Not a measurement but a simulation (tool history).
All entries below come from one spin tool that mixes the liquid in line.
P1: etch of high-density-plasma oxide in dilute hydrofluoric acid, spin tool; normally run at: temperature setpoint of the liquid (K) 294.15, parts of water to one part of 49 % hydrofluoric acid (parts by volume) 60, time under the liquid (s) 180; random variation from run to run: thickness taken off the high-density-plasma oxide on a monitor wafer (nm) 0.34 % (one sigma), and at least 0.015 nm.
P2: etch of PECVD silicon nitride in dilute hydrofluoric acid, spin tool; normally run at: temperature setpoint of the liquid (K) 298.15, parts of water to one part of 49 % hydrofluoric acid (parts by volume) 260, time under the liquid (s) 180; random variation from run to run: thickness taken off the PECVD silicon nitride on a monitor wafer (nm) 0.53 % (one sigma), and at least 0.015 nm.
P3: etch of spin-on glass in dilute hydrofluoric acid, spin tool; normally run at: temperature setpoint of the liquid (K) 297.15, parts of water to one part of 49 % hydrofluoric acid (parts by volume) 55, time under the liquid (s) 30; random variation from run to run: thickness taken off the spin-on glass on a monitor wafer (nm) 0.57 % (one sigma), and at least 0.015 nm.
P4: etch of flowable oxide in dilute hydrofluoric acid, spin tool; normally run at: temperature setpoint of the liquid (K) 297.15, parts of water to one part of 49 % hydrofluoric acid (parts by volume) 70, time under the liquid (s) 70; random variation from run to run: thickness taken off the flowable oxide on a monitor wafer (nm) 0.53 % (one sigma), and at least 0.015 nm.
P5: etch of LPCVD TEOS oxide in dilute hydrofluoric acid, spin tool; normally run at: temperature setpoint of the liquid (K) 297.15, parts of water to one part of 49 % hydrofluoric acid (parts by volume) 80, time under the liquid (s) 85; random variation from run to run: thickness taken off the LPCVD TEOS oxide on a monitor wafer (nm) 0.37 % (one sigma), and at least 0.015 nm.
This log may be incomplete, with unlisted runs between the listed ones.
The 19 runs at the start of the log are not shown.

| run | hour | process that ran | temperature setpoint of the liquid (K) | parts of water to one part of 49 % hydrofluoric acid (parts by volume) | time under the liquid (s) | hours since the thermometer was replaced | hours since the hydrofluoric acid flow meter was replaced | thickness taken off the high-density-plasma oxide on a monitor wafer (nm) | thickness taken off the PECVD silicon nitride on a monitor wafer (nm) | thickness taken off the spin-on glass on a monitor wafer (nm) | thickness taken off the LPCVD TEOS oxide on a monitor wafer (nm) | thickness taken off the flowable oxide on a monitor wafer (nm) |
|---|---|---|---|---|---|---|---|---|---|---|---|---|
| 20 | 272.2 | P2 | 298.15 | 260 | 275 | 102.9 | 1488.8 |  | 6.4724 |  |  |  |
| 21 | 286.7 | P1 | 294.15 | 60 | 180 | 117.4 | 1503.3 | 14.6700 |  |  |  |  |
| 22 | 299.9 | P1 | 301.15 | 60 | 180 | 130.6 | 1516.5 | 19.4820 |  |  |  |  |
| 23 | 314.7 | P1 | 290.15 | 60 | 180 | 145.4 | 1531.3 | 12.2970 |  |  |  |  |
| 24 | 322.6 | P1 | 294.15 | 20 | 285 | 153.3 | 1539.2 | 72.9910 |  |  |  |  |
| 25 | 337.7 | P1 | 294.15 | 60 | 180 | 168.4 | 1554.3 | 14.6000 |  |  |  |  |
| 26 | 351.3 | P5 | 297.15 | 80 | 145 | 182.0 | 1567.9 |  |  |  | 75.265 |  |
| 27 | 365.5 | P1 | 294.15 | 60 | 180 | 196.2 | 1582.1 | 14.6340 |  |  |  |  |

Forecast run 28:
| 28 | 382.4 | P3 | 297.15 | 55 | 30 | 213.1 | 1599.0 |  |  | ? |  |  |

{"run 28": {"thickness taken off the spin-on glass on a monitor wafer (nm)": 22.377}}

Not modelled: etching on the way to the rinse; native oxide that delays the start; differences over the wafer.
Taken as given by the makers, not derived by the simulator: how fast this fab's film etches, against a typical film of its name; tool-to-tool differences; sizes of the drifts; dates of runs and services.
